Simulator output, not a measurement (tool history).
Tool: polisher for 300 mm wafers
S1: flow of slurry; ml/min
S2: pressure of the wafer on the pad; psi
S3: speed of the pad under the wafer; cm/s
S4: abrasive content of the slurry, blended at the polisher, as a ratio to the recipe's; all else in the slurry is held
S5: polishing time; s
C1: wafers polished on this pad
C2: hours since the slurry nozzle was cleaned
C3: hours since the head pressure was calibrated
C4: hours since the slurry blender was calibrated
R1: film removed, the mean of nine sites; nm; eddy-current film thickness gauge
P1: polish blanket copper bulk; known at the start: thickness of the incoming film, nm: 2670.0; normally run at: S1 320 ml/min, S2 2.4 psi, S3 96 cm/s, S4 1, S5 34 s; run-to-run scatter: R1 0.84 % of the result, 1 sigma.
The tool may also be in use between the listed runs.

run	day	S1	S2	S3	S4	S5	C1	C2	C3	C4	R1
1	0.221	320	2.4	96	1	34	315	481	774.5	101	204.84
2	0.562	320	2.4	96	1	45	383	489.2	782.7	109.2	272.99
3	0.725	320	2.4	96	1	34	416	493.1	786.6	113.1	204.62
4	1.033	245	1.8	96	1	34	478	500.5	794	120.5	149.54
5	1.325	320	2.4	138	1	34	536	507.5	801	127.5	296.12
6	1.562	320	3.5	96	1	34	584	513.2	806.7	133.2	298.62
7	1.896	320	2.4	96	1	34	651	521.2	814.7	141.2	206.36
8	2.171	320	2.4	96	1	34	706	527.8	821.3	147.8	205.56
# day 2.229: head pressure recalibrated
# day 2.338: slurry blender recalibrated
9	2.375	320	2.4	62	1	34	747	532.7	3.5	0.9	129.99
10	2.671	320	1.6	96	1	34	806	539.8	10.6	8	136.48
11	2.904	320	2.4	96	1.5	34	853	545.4	16.2	13.6	226.41
12	3.233	320	2.4	96	1	34	919	553.3	24.1	21.5	201.73
13	3.558	455	2.4	96	1	34	984	561.1	31.9	29.3	210.33
14	3.738	190	2.4	96	1	34	1020	565.4	36.2	33.6	193.51
15	3.925	320	2.4	96	0.55	34	1058	569.9	40.7	38.1	182.93
16	4.075	320	2.4	96	1	25	1088	573.5	44.3	41.7	150.36
17	4.396	320	2.4	96	1	34	1152	581.2	52	49.4	205.07
18	4.658	320	2.4	96	1	34	1205	587.5	58.3	55.7	199.83
19	4.912	320	2.4	96	1	34	1256	593.6	64.4	61.8	197.73
20	5.071	320	2.4	96	1	34	1288	597.4	68.2	65.6	194.95
21	5.25	320	2.4	96	1	34	1324	601.7	72.5	69.9	194.71
# day 5.267: head pressure recalibrated
22	5.462	320	2.4	96	1	34	1366	606.8	4.7	75	194.63
# day 5.488: slurry blender recalibrated
23	5.688	320	2.4	96	1	34	1411	612.2	10.1	4.8	193.78
24	5.908	320	2.4	96	1	34	1456	617.5	15.4	10.1	192.12

What P1 gives has crept away from where it was. These 2 causes fit the log equally well, each at the size given:
A: removal rate lost through wear of the pad, % = 5.09
B: slurry flow missing at the pad, % = 38.7
The creep began at about day 4.396.
Why every other cause is out:
head's pressure below its setpoint, %: serviced at day 5.267, which brought nothing back
abrasive missing from the slurry, %: serviced at day 5.488, which brought nothing back

4 check runs are offered, each on 5 wafers whose results are averaged, their results left as question marks. Which one tells the causes apart?
check 1	6.129	195	2.4	96	1.25	34					?
check 2	6.129	320	2.4	96	0.6	34					?
check 3	6.129	320	1.7	96	1.45	34					?
check 4	6.129	320	1.8	96	1	34					?

What each check would give under each cause:
check	result	if A	if B
check 1	R1	192.92	187.05
check 2	R1	174.3	174.3
check 3	R1	148.92	148.92
check 4	R1	145.35	145.36
How far apart the two closest causes lie, in the result that separates them most: check 1 3.09 %; check 2 0 %; check 3 0 %; check 4 0 %
Only check 1 tells the causes apart: in the others they would give nearly the same result.

Then check 1 was run and gave: R1 187.6 nm. Which cause is it?

It is B: slurry flow missing at the pad, %.

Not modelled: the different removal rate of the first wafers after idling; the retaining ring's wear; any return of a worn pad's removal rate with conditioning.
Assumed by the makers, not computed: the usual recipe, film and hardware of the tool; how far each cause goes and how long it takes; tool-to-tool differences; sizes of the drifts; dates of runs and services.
